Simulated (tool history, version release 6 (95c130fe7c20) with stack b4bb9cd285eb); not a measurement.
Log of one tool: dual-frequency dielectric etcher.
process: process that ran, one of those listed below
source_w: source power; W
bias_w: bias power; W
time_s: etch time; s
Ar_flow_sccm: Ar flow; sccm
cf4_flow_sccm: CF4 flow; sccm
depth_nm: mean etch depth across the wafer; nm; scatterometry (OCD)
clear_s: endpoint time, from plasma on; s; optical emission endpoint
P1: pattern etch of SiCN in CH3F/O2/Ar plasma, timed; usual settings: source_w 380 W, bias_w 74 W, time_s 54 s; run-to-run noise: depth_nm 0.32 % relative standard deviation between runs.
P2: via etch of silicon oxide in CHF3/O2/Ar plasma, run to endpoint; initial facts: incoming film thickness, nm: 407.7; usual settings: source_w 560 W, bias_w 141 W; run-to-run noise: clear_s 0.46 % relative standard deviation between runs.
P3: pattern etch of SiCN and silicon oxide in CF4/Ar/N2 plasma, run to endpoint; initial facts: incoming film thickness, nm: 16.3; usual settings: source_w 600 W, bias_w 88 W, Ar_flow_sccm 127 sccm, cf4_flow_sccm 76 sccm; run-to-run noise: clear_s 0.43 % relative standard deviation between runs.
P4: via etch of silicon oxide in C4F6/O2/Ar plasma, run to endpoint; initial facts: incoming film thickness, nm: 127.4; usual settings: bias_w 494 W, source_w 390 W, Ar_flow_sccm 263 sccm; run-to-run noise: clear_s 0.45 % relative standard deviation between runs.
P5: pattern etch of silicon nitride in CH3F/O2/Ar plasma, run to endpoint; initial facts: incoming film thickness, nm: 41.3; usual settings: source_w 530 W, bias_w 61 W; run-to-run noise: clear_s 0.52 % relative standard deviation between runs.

run   hour  process  source_w  bias_w  time_s  Ar_flow_sccm  cf4_flow_sccm  depth_nm  clear_s
  1    6.7       P1       380      74      54                                 20.202
  2   12.2       P1       380      99      54                                 22.459
  3   17.5       P4       390     494                   263                            28.567
  4   23.4       P1       490      74      54                                 22.131
  5   30.3       P5       310      61                                                  70.157
  6   35.1       P2       330     141                                                   289.1
  7   42.1       P1       310      74    77.5                                 26.868
  8   46.2       P2       560     109                                                  253.09
  9   50.3       P1       380      74    29.5                                 11.016
 10   59.2       P1       380      49      54                                 17.483
 11     68       P3       600      88                    96             76              13.25
 12     74       P3       350      88                   127             76             22.113
 13   80.7       P3       600      88                   127             76             13.813
 14   85.1       P1       380      74    73.5                                  27.41
 15   89.7       P4       390     494                   185                            27.585
 16   98.9       P1       230      74      54                                 16.738
 17  103.4       P2       560     141                                                  234.03
 18    110       P1       380      74      54                                 20.115
 19  115.5       P5       530      61                                                  55.913
 20  119.7       P4       550     494                   263                            25.159
 21    129       P1       380      74      54                                 20.117
 22  133.9       P3       600      53                   127             76               16.3
 23    138       P5       530      78                                                  51.798
 24  145.8       P1       380      74      54                                  20.12
 25    153       P2       560     141                                                  233.35
 26    161       P4       390     316                   263                             33.47
 27  165.3       P3       600      88                   127             76             13.857
 28  172.2       P3       600      88                   127             53             14.655
 29  178.5       P1       380      74      54                                 20.202
 30  184.9       P1       380      74      54                                 20.031
 31  191.7       P1       380      74      54                                 20.366
 32  200.5       P1       380      74      54                                 20.562
     203.1  -- wet clean of the chamber
 33  204.5       P1       380      74      54                                 20.425
 34  209.1       P1       380      74      54                                 20.459
 35    217       P1       380      74      54                                 20.506
 36  224.1       P1       380      74      54                                 20.549

Something has made what P1 gives creep away from where it was; the 2 causes below, each at its own stated size, fit the log equally well:
A: bias power that arrives over what is set, % = 4.5
B: source power that arrives over what is set, % = 4.29
Onset of the creep was near hour 184.9.
Each remaining cause and why it is not a fit:
chamber walls in a state that raises the etch rate, %: serviced at hour 203.1, after the drift had started, without restoring the earlier output

Below are 4 check runs, each averaged over 3 wafers, with their results shown as question marks. Which of them would give clearly different results depending on which cause is behind the drift?
check 1  231.2       P5       530      70                                                       ?
check 2  231.2       P3       430      88                   127             76                  ?
check 3  231.2       P2       350     141                                                       ?
check 4  231.2       P4       540     494                   263                                 ?

Outcome of each check run for each possible cause:
  check   result    if A    if B
check 1  clear_s  53.303   53.23
check 2  clear_s  18.206  17.831
check 3  clear_s  276.16  275.76
check 4  clear_s  24.936  24.953
Per-check spread between the two closest causes, in the result where they differ most: check 1 0.14 %; check 2 2.08 %; check 3 0.14 %; check 4 0.06 %
Of the check runs offered, only check 2 discriminates between the causes; the rest would read about the same regardless of which cause applies.

Check 2 was carried out, with these results: clear_s 18.185 s. Which of the listed causes is responsible?

A is the cause: bias power that arrives over what is set, %.
